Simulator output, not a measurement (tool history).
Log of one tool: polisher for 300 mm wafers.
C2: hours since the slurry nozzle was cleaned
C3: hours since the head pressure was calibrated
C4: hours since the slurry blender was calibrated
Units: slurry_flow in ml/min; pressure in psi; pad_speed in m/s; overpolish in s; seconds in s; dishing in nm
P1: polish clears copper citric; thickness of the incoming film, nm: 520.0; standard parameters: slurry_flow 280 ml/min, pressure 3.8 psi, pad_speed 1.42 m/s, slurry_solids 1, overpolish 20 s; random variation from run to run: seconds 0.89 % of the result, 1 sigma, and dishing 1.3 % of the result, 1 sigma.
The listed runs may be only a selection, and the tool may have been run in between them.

run 1 hour=6.6 | slurry_flow=280 pressure=3.8 pad_speed=1.42 slurry_solids=1 overpolish=20 | wafers_polished_on_this_pad=412 C2=330.9 C3=412.6 C4=259.4 | seconds=130.09 dishing=53.942
run 2 hour=13.6 | slurry_flow=280 pressure=3.8 pad_speed=1.42 slurry_solids=1 overpolish=20 | wafers_polished_on_this_pad=456 C2=337.9 C3=419.6 C4=266.4 | seconds=128.68 dishing=54.628
run 3 hour=21.8 | slurry_flow=280 pressure=3.8 pad_speed=1.42 slurry_solids=0.7 overpolish=20 | wafers_polished_on_this_pad=507 C2=346.1 C3=427.8 C4=274.6 | seconds=140.68 dishing=49.846
run 4 hour=29.8 | slurry_flow=280 pressure=3.8 pad_speed=1.42 slurry_solids=1 overpolish=20 | wafers_polished_on_this_pad=558 C2=354.1 C3=435.8 C4=282.6 | seconds=130.67 dishing=54.304
-- hour=33.6 head pressure recalibrated
run 5 hour=35.1 | slurry_flow=280 pressure=3.8 pad_speed=1.42 slurry_solids=1 overpolish=37 | wafers_polished_on_this_pad=591 C2=359.4 C3=1.5 C4=287.9 | seconds=129.45 dishing=90.281
run 6 hour=43.7 | slurry_flow=170 pressure=2.5 pad_speed=1.42 slurry_solids=1 overpolish=20 | wafers_polished_on_this_pad=645 C2=368 C3=10.1 C4=296.5 | seconds=211.24 dishing=34.739
run 7 hour=49.9 | slurry_flow=280 pressure=3.8 pad_speed=0.9 slurry_solids=1 overpolish=20 | wafers_polished_on_this_pad=684 C2=374.2 C3=16.3 C4=302.7 | seconds=204.51 dishing=36.548
run 8 hour=58.9 | slurry_flow=280 pressure=3.8 pad_speed=1.42 slurry_solids=1 overpolish=20 | wafers_polished_on_this_pad=741 C2=383.2 C3=25.3 C4=311.7 | seconds=130.39 dishing=53.458
run 9 hour=64.2 | slurry_flow=280 pressure=3.8 pad_speed=1.42 slurry_solids=1 overpolish=6 | wafers_polished_on_this_pad=774 C2=388.5 C3=30.6 C4=317 | seconds=132.62 dishing=18.276
run 10 hour=69.2 | slurry_flow=280 pressure=3.8 pad_speed=1.42 slurry_solids=1.4 overpolish=20 | wafers_polished_on_this_pad=805 C2=393.5 C3=35.6 C4=322 | seconds=122.12 dishing=57.356
run 11 hour=78.1 | slurry_flow=280 pressure=2.7 pad_speed=1.42 slurry_solids=1 overpolish=20 | wafers_polished_on_this_pad=861 C2=402.4 C3=44.5 C4=330.9 | seconds=185.51 dishing=40.438
run 12 hour=87.1 | slurry_flow=280 pressure=3.8 pad_speed=2.24 slurry_solids=1 overpolish=20 | wafers_polished_on_this_pad=918 C2=411.4 C3=53.5 C4=339.9 | seconds=84.504 dishing=79.009
run 13 hour=92.3 | slurry_flow=445 pressure=3.8 pad_speed=1.42 slurry_solids=1 overpolish=20 | wafers_polished_on_this_pad=950 C2=416.6 C3=58.7 C4=345.1 | seconds=123.95 dishing=56.082
run 14 hour=98 | slurry_flow=170 pressure=3.8 pad_speed=1.42 slurry_solids=1 overpolish=20 | wafers_polished_on_this_pad=986 C2=422.3 C3=64.4 C4=350.8 | seconds=138.38 dishing=51.915
run 15 hour=102.6 | slurry_flow=185 pressure=3.8 pad_speed=1.42 slurry_solids=1.45 overpolish=20 | wafers_polished_on_this_pad=1015 C2=426.9 C3=69 C4=355.4 | seconds=126.84 dishing=55.847
run 16 hour=108.8 | slurry_flow=280 pressure=5.5 pad_speed=1.42 slurry_solids=1 overpolish=20 | wafers_polished_on_this_pad=1054 C2=433.1 C3=75.2 C4=361.6 | seconds=90.669 dishing=74.915
run 17 hour=113.4 | slurry_flow=280 pressure=3.8 pad_speed=1.42 slurry_solids=1 overpolish=20 | wafers_polished_on_this_pad=1083 C2=437.7 C3=79.8 C4=366.2 | seconds=131.29 dishing=53.936
run 18 hour=121.9 | slurry_flow=280 pressure=3.8 pad_speed=1.42 slurry_solids=1 overpolish=20 | wafers_polished_on_this_pad=1136 C2=446.2 C3=88.3 C4=374.7 | seconds=130.35 dishing=54.061
run 19 hour=129.6 | slurry_flow=280 pressure=3.8 pad_speed=1.42 slurry_solids=1 overpolish=20 | wafers_polished_on_this_pad=1185 C2=453.9 C3=96 C4=382.4 | seconds=130.67 dishing=54.758
run 20 hour=133.7 | slurry_flow=280 pressure=3.8 pad_speed=1.42 slurry_solids=1 overpolish=20 | wafers_polished_on_this_pad=1211 C2=458 C3=100.1 C4=386.5 | seconds=132.52 dishing=53.572
run 21 hour=142.8 | slurry_flow=280 pressure=3.8 pad_speed=1.42 slurry_solids=1 overpolish=20 | wafers_polished_on_this_pad=1268 C2=467.1 C3=109.2 C4=395.6 | seconds=135.92 dishing=53.237
run 22 hour=149.8 | slurry_flow=280 pressure=3.8 pad_speed=1.42 slurry_solids=1 overpolish=20 | wafers_polished_on_this_pad=1312 C2=474.1 C3=116.2 C4=402.6 | seconds=134.65 dishing=52.524
run 23 hour=155 | slurry_flow=280 pressure=3.8 pad_speed=1.42 slurry_solids=1 overpolish=20 | wafers_polished_on_this_pad=1344 C2=479.3 C3=121.4 C4=407.8 | seconds=136.37 dishing=52.958
run 24 hour=163.9 | slurry_flow=280 pressure=3.8 pad_speed=1.42 slurry_solids=1 overpolish=20 | wafers_polished_on_this_pad=1400 C2=488.2 C3=130.3 C4=416.7 | seconds=137.9 dishing=52.478
-- hour=165.6 head pressure recalibrated
-- hour=165.7 slurry blender recalibrated
run 25 hour=168.2 | slurry_flow=280 pressure=3.8 pad_speed=1.42 slurry_solids=1 overpolish=20 | wafers_polished_on_this_pad=1427 C2=492.5 C3=2.6 C4=2.5 | seconds=138.78 dishing=52.429
run 26 hour=174.2 | slurry_flow=280 pressure=3.8 pad_speed=1.42 slurry_solids=1 overpolish=20 | wafers_polished_on_this_pad=1465 C2=498.5 C3=8.6 C4=8.5 | seconds=140.72 dishing=52.529
run 27 hour=180.4 | slurry_flow=280 pressure=3.8 pad_speed=1.42 slurry_solids=1 overpolish=20 | wafers_polished_on_this_pad=1504 C2=504.7 C3=14.8 C4=14.7 | seconds=136.06 dishing=51.675
run 28 hour=185.8 | slurry_flow=280 pressure=3.8 pad_speed=1.42 slurry_solids=1 overpolish=20 | wafers_polished_on_this_pad=1538 C2=510.1 C3=20.2 C4=20.1 | seconds=140.51 dishing=50.046

P1 no longer gives what it gave before; its output has crept away from where it was. The following 2 causes, each at its listed size, fit the log equally well:
A: removal rate lost through wear of the pad, % = 5.79
B: slurry flow missing at the pad, % = 38.6
The process output started creeping at around hour 129.6.
What rules out each remaining cause:
head's pressure below its setpoint, %: maintenance at hour 165.6, after the shift began, did not return the process to its former output
abrasive missing from the slurry, %: maintenance at hour 165.7, after the shift began, did not return the process to its former output

Of the 4 check runs below, each run on 5 wafers with the results averaged and each result still a question mark, which one would tell the listed causes apart?
run check 1 hour=191.2 | slurry_flow=175 pressure=3.8 pad_speed=1.42 slurry_solids=1 overpolish=30 | seconds=? dishing=?
run check 2 hour=191.2 | slurry_flow=280 pressure=3.8 pad_speed=1.42 slurry_solids=1 overpolish=28 | seconds=? dishing=?
run check 3 hour=191.2 | slurry_flow=280 pressure=3.8 pad_speed=1.12 slurry_solids=1.25 overpolish=20 | seconds=? dishing=?
run check 4 hour=191.2 | slurry_flow=280 pressure=3.8 pad_speed=1.02 slurry_solids=1 overpolish=13 | seconds=? dishing=?

Check results expected under each cause:
check=check_1 result=seconds if_A=147.32 if_B=152.18
check=check_1 result=dishing if_A=69.072 if_B=67.263
check=check_2 result=seconds if_A=139.18 if_B=139.16
check=check_2 result=dishing if_A=68.391 if_B=68.397
check=check_3 result=seconds if_A=167.5 if_B=167.49
check=check_3 result=dishing if_A=43.795 if_B=43.799
check=check_4 result=seconds if_A=192.73 if_B=192.71
check=check_4 result=dishing if_A=25.985 if_B=25.987
Separation of the two closest causes in each check, using whichever result separates them best: check 1 3.25 %; check 2 0.01 %; check 3 0.01 %; check 4 0.01 %
Check 1 tells the causes apart: in the others they would give nearly the same result.

Then check 1 was run and gave: seconds 151.88 s; dishing 67.412 nm. Which cause is it?

It was cause B: slurry flow missing at the pad, %.

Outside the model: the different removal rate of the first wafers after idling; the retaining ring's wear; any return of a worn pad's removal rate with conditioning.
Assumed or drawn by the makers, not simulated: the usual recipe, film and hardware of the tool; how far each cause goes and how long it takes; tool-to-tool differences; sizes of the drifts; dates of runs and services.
